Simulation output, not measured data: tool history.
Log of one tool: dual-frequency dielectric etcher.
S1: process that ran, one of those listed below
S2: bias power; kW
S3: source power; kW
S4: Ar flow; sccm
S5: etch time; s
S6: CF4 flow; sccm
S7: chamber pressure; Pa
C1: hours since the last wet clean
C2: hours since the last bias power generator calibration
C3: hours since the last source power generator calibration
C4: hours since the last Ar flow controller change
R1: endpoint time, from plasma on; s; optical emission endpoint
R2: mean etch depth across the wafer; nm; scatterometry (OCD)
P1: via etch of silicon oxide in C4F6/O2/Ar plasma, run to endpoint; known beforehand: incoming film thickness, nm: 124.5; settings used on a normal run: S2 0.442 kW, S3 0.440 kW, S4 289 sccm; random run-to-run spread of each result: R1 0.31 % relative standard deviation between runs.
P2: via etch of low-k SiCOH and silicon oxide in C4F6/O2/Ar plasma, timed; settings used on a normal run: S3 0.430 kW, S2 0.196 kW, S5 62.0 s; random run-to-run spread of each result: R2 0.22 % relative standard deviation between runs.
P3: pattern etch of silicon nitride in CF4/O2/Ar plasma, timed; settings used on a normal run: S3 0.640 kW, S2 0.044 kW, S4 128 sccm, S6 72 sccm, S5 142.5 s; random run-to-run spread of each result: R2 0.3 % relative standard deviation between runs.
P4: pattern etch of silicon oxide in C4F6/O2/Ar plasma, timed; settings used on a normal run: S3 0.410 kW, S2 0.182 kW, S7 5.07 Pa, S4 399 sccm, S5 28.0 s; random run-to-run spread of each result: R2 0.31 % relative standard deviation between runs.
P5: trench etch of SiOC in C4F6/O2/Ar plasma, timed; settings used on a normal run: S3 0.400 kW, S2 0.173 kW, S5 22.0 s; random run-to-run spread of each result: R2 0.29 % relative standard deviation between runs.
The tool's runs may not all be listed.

run   hour  S1     S2     S3   S4     S5  S6    S7     C1      C2      C3      C4      R1       R2
  1   15.5  P1  0.442  0.440  289                   280.0   521.6  2133.1  3079.9  27.785
  2   28.2  P1  0.442  0.440  231                   292.7   534.3  2145.8  3092.6  27.010
  3   40.4  P5  0.173  0.400        30.0            304.9   546.5  2158.0  3104.8           62.011
  4   52.1  P5  0.173  0.400        22.0            316.6   558.2  2169.7  3116.5           45.198
  5   63.1  P1  0.442  0.440  289                   327.6   569.2  2180.7  3127.5  27.643
  6   75.7  P3  0.028  0.640  128  142.5  72        340.2   581.8  2193.3  3140.1          257.860
  7   83.8  P1  0.312  0.440  289                   348.3   589.9  2201.4  3148.2  31.396
  8   99.0  P1  0.442  0.440  289                   363.5   605.1  2216.6  3163.4  27.575
  9  115.7  P5  0.238  0.400        22.0            380.2   621.8  2233.3  3180.1           50.363
 10  130.7  P1  0.578  0.440  289                   395.2   636.8  2248.3  3195.1  25.017
 11  141.2  P1  0.442  0.440  289                   405.7   647.3  2258.8  3205.6  27.712
 12  151.5  P1  0.442  0.440  289                   416.0   657.6  2269.1  3215.9  27.634
 13  160.4  P4  0.128  0.410  399   28.0      5.07  424.9   666.5  2278.0  3224.8           78.616
 14  171.7  P4  0.182  0.410  399   28.0      5.07  436.2   677.8  2289.3  3236.1           88.044
 15  183.7  P4  0.182  0.410  399   19.5      5.07  448.2   689.8  2301.3  3248.1           61.000
 16  194.4  P3  0.044  0.640  128   89.0  72        458.9   700.5  2312.0  3258.8          189.730
 17  207.7  P2  0.196  0.430        39.0            472.2   713.8  2325.3  3272.1          116.710
 18  220.1  P1  0.442  0.260  289                   484.6   726.2  2337.7  3284.5  33.652
 19  228.7  P3  0.044  0.640  128  142.5  49        493.2   734.8  2346.3  3293.1          286.070
 20  244.0  P4  0.182  0.410  279   28.0      5.07  508.5   750.1  2361.6  3308.4           91.033
     248.1  -- source power generator calibrated
 21  259.6  P3  0.044  0.850  128  142.5  72        524.1   765.7    11.6  3324.0          387.480
 22  270.5  P2  0.268  0.430        62.0            535.0   776.6    22.5  3334.9          205.680
 23  286.0  P4  0.182  0.410  399   28.0      6.87  550.5   792.1    38.0  3350.4           84.316
 24  302.9  P1  0.544  0.440  371                   567.4   809.0    54.9  3367.3  26.246
 25  319.6  P2  0.196  0.430        62.0            584.1   825.7    71.6  3384.0          186.100
 26  336.8  P5  0.173  0.400        22.0            601.3   842.9    88.8  3401.2           45.471
 27  347.9  P3  0.044  0.640   94  142.5  72        612.4   854.0    99.9  3412.3          317.530
 28  363.9  P4  0.182  0.500  399   28.0      5.07  628.4   870.0   115.9  3428.3           94.838
 29  375.7  P2  0.196  0.560        62.0            640.2   881.8   127.7  3440.1          205.230
 30  389.5  P4  0.182  0.410  399   28.0      5.07  654.0   895.6   141.5  3453.9           87.473
 31  403.0  P1  0.442  0.540  289                   667.5   909.1   155.0  3467.4  25.672
 32  415.5  P5  0.173  0.240        22.0            680.0   921.6   167.5  3479.9           37.433
 33  424.4  P1  0.442  0.440  390                   688.9   930.5   176.4  3488.8  28.754
 34  437.3  P3  0.044  0.640  128  142.5  72        701.8   943.4   189.3  3501.7          303.850
 35  450.0  P1  0.558  0.440  205                   714.5   956.1   202.0  3514.4  24.414
 36  458.9  P1  0.442  0.440  289                   723.4   965.0   210.9  3523.3  27.569
 37  474.4  P1  0.442  0.440  289                   738.9   980.5   226.4  3538.8  27.843
 38  487.3  P1  0.442  0.440  289                   751.8   993.4   239.3  3551.7  27.788
 39  500.2  P1  0.442  0.440  289                   764.7  1006.3   252.2  3564.6  28.155
 40  512.7  P1  0.442  0.440  289                   777.2  1018.8   264.7  3577.1  28.239
 41  530.4  P1  0.442  0.440  289                   794.9  1036.5   282.4  3594.8  28.116
     542.0  -- wet clean of the chamber
 42  542.6  P1  0.442  0.440  289                     0.6  1048.7   294.6  3607.0  28.157
 43  553.2  P1  0.442  0.440  289                    11.2  1059.3   305.2  3617.6  28.075
     554.9  -- Ar flow controller replaced
 44  563.8  P1  0.442  0.440  289                    21.8  1069.9   315.8     8.9  28.100
 45  572.6  P1  0.442  0.440  289                    30.6  1078.7   324.6    17.7  28.042
 46  589.7  P1  0.442  0.440  289                    47.7  1095.8   341.7    34.8  28.049

Compared with where it was, what P1 gives has crept away. Each cause listed below fits the log as well as the rest, at the size given for it:
A: bias power that arrives under what is set, % = 4.22
B: source power that arrives under what is set, % = 4.14
The creep began at about hour 458.9.
Each remaining cause and why it is not a fit:
chamber walls in a state that lowers the etch rate, %: serviced at hour 542.0, after the change had begun; the process did not return to its earlier output
Ar flow that arrives over what is set, %: serviced at hour 554.9, after the change had begun; the process did not return to its earlier output

Listed below are the offered check runs, one wafer per run, with question marks in place of results. For which of them would the causes give clearly different outcomes?
check 1  606.8  P4  0.156  0.410  399   28.0      5.07                       ?
check 2  606.8  P5  0.173  0.280        30.0                                 ?
check 3  606.8  P3  0.033  0.640  128  142.5  72                             ?
check 4  606.8  P2  0.250  0.430        42.0                                 ?

If the cause were each of the candidates in turn, the checks would give the following:
  check  result     if A     if B
check 1      R2   82.332   82.043
check 2      R2   53.138   53.003
check 3      R2  268.630  262.950
check 4      R2  134.320  134.080
Separation of the two closest causes in each check, using whichever result separates them best: check 1 0.35 %; check 2 0.25 %; check 3 2.13 %; check 4 0.17 %
Of the check runs offered, only check 3 discriminates between the causes; the rest would read about the same regardless of which cause applies.

Then check 3 was run and gave: R2 263.880 nm. Which cause is it?

The cause is B: source power that arrives under what is set, %.
